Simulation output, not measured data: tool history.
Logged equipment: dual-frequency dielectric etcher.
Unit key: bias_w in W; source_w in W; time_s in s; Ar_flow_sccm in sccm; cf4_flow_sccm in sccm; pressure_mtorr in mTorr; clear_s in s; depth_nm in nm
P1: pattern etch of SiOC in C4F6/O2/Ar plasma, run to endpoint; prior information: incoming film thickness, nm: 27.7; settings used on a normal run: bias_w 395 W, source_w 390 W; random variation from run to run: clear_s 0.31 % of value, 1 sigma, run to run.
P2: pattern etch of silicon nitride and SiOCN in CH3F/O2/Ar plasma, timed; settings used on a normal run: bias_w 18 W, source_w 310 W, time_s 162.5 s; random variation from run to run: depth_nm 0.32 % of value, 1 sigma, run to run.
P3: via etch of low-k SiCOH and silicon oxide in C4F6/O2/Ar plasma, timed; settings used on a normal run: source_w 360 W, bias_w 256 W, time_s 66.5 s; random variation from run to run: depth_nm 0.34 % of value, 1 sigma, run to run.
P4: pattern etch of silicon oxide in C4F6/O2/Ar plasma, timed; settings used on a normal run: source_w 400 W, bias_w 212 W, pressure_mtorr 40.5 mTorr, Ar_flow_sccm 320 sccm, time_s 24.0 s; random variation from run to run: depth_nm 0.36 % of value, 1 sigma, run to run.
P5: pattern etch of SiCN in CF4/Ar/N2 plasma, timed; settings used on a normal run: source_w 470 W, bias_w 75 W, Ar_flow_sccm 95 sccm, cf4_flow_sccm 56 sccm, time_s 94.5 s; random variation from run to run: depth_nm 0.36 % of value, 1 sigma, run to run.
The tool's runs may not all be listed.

run 1 hour=8.9 | process=P1 bias_w=395 source_w=390 | clear_s=10.3220
run 2 hour=26.3 | process=P1 bias_w=395 source_w=390 | clear_s=10.2970
run 3 hour=37.3 | process=P3 bias_w=256 source_w=440 time_s=66.5 | depth_nm=202.010
run 4 hour=50.2 | process=P5 bias_w=75 source_w=470 time_s=94.5 Ar_flow_sccm=95 cf4_flow_sccm=43 | depth_nm=76.246
run 5 hour=65.3 | process=P2 bias_w=18 source_w=310 time_s=241.0 | depth_nm=27.808
run 6 hour=77.2 | process=P1 bias_w=259 source_w=390 | clear_s=11.9150
run 7 hour=88.7 | process=P2 bias_w=18 source_w=370 time_s=162.5 | depth_nm=19.960
run 8 hour=102.7 | process=P1 bias_w=520 source_w=390 | clear_s=9.2757
run 9 hour=118.5 | process=P3 bias_w=256 source_w=360 time_s=99.5 | depth_nm=281.530
run 10 hour=135.1 | process=P4 bias_w=212 source_w=400 time_s=24.0 Ar_flow_sccm=397 pressure_mtorr=40.5 | depth_nm=73.095
run 11 hour=144.6 | process=P5 bias_w=75 source_w=470 time_s=94.5 Ar_flow_sccm=95 cf4_flow_sccm=56 | depth_nm=79.359
run 12 hour=160.0 | process=P5 bias_w=75 source_w=470 time_s=65.0 Ar_flow_sccm=95 cf4_flow_sccm=56 | depth_nm=54.909
-- hour=166.3 bias power generator calibrated
run 13 hour=171.4 | process=P5 bias_w=48 source_w=470 time_s=94.5 Ar_flow_sccm=95 cf4_flow_sccm=56 | depth_nm=68.605
run 14 hour=186.4 | process=P1 bias_w=395 source_w=390 | clear_s=10.3500
run 15 hour=198.6 | process=P3 bias_w=157 source_w=360 time_s=66.5 | depth_nm=160.510
run 16 hour=215.2 | process=P4 bias_w=212 source_w=400 time_s=24.0 Ar_flow_sccm=320 pressure_mtorr=57.5 | depth_nm=71.401
run 17 hour=224.4 | process=P5 bias_w=75 source_w=640 time_s=94.5 Ar_flow_sccm=95 cf4_flow_sccm=56 | depth_nm=104.790
run 18 hour=241.4 | process=P2 bias_w=22 source_w=310 time_s=162.5 | depth_nm=20.483
run 19 hour=257.2 | process=P4 bias_w=212 source_w=400 time_s=24.0 Ar_flow_sccm=320 pressure_mtorr=40.5 | depth_nm=74.809
run 20 hour=267.5 | process=P1 bias_w=395 source_w=260 | clear_s=11.9660
run 21 hour=283.6 | process=P1 bias_w=523 source_w=280 | clear_s=10.5270
run 22 hour=292.2 | process=P1 bias_w=395 source_w=390 | clear_s=10.2700
run 23 hour=303.1 | process=P4 bias_w=288 source_w=400 time_s=24.0 Ar_flow_sccm=320 pressure_mtorr=40.5 | depth_nm=83.143
run 24 hour=313.5 | process=P1 bias_w=395 source_w=520 | clear_s=9.1929
run 25 hour=330.7 | process=P4 bias_w=212 source_w=480 time_s=24.0 Ar_flow_sccm=320 pressure_mtorr=40.5 | depth_nm=80.026
run 26 hour=344.0 | process=P5 bias_w=75 source_w=470 time_s=94.5 Ar_flow_sccm=61 cf4_flow_sccm=56 | depth_nm=84.585
run 27 hour=352.8 | process=P1 bias_w=507 source_w=520 | clear_s=8.4392
run 28 hour=367.9 | process=P3 bias_w=256 source_w=360 time_s=66.5 | depth_nm=186.680
run 29 hour=376.3 | process=P4 bias_w=212 source_w=400 time_s=15.5 Ar_flow_sccm=320 pressure_mtorr=40.5 | depth_nm=48.522
run 30 hour=388.3 | process=P2 bias_w=18 source_w=310 time_s=162.5 | depth_nm=18.757
run 31 hour=403.7 | process=P1 bias_w=395 source_w=390 | clear_s=10.3110
run 32 hour=416.5 | process=P1 bias_w=395 source_w=390 | clear_s=10.3690
run 33 hour=433.4 | process=P1 bias_w=395 source_w=390 | clear_s=10.4510
run 34 hour=444.7 | process=P1 bias_w=395 source_w=390 | clear_s=10.4120
-- hour=448.5 wet clean of the chamber
run 35 hour=461.9 | process=P1 bias_w=395 source_w=390 | clear_s=10.4690
run 36 hour=475.9 | process=P1 bias_w=395 source_w=390 | clear_s=10.4270
run 37 hour=483.9 | process=P1 bias_w=395 source_w=390 | clear_s=10.4450

Something has made what P1 gives creep away from where it was; the 2 causes below, each at its own stated size, fit the log equally well:
A: source power that arrives under what is set, % = 4.12
B: bias power that arrives under what is set, % = 4.26
Onset of the creep was near hour 403.7.
Ruled out, with reasons:
chamber walls in a state that lowers the etch rate, %: work on it at hour 448.5, done after the drift set in, did not restore what the process gave before

Which of the 4 check runs listed below, each an average over 2 wafers with its results shown as question marks, gives clearly different results under the different listed causes?
run check 1 hour=491.9 | process=P4 bias_w=212 source_w=400 time_s=24.0 Ar_flow_sccm=320 pressure_mtorr=40.5 | depth_nm=?
run check 2 hour=491.9 | process=P2 bias_w=18 source_w=310 time_s=162.5 | depth_nm=?
run check 3 hour=491.9 | process=P3 bias_w=256 source_w=360 time_s=66.5 | depth_nm=?
run check 4 hour=491.9 | process=P5 bias_w=75 source_w=470 time_s=94.5 Ar_flow_sccm=95 cf4_flow_sccm=56 | depth_nm=?

What every check run would give for each of its results, assuming each possible cause in turn:
check=check_1 result=depth_nm if_A=73.677 if_B=73.828
check=check_2 result=depth_nm if_A=18.453 if_B=18.378
check=check_3 result=depth_nm if_A=184.230 if_B=184.450
check=check_4 result=depth_nm if_A=76.644 if_B=78.291
Smallest distance between any two causes, each pair judged by its most separating result, in per cent: check 1 0.21 %; check 2 0.41 %; check 3 0.12 %; check 4 2.13 %
Check 4 distinguishes between the causes, while the remaining checks would return nearly the same result for all of them.

With check 4 done, the readings were: depth_nm 78.081 nm. Identify which of the listed causes applies.

Of the candidate causes, it is B: bias power that arrives under what is set, %.
